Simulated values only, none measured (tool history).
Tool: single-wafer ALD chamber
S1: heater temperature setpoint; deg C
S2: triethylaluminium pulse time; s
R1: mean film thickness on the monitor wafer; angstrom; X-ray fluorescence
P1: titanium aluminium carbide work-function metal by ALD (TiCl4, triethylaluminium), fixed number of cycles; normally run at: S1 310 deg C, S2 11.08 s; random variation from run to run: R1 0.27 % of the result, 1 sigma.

| run | hour | S1 | S2 | R1 |
|---|---|---|---|---|
| 1 | 3.4 | 310 | 11.08 | 21.539 |
| 2 | 7.1 | 286 | 11.08 | 19.494 |
| 3 | 10.4 | 310 | 3.88 | 16.295 |
| 4 | 13.9 | 310 | 18.24 | 22.160 |
| 5 | 16.5 | 321 | 11.08 | 22.713 |
| 6 | 20.6 | 310 | 11.08 | 21.683 |
| 7 | 23.1 | 310 | 11.08 | 21.704 |
| 8 | 25.1 | 310 | 11.08 | 21.589 |
| 9 | 28.5 | 294 | 16.06 | 20.581 |
| 10 | 31.1 | 310 | 11.08 | 21.641 |
| 11 | 35.4 | 310 | 11.08 | 21.701 |
| 12 | 39.1 | 310 | 11.08 | 21.384 |
| 13 | 42.3 | 310 | 11.08 | 21.395 |

Run 14 comes next. What will it give?
| 14 | 45.8 | 310 | 11.08 | ? |

Run 14 gave R1 21.334 angstrom.
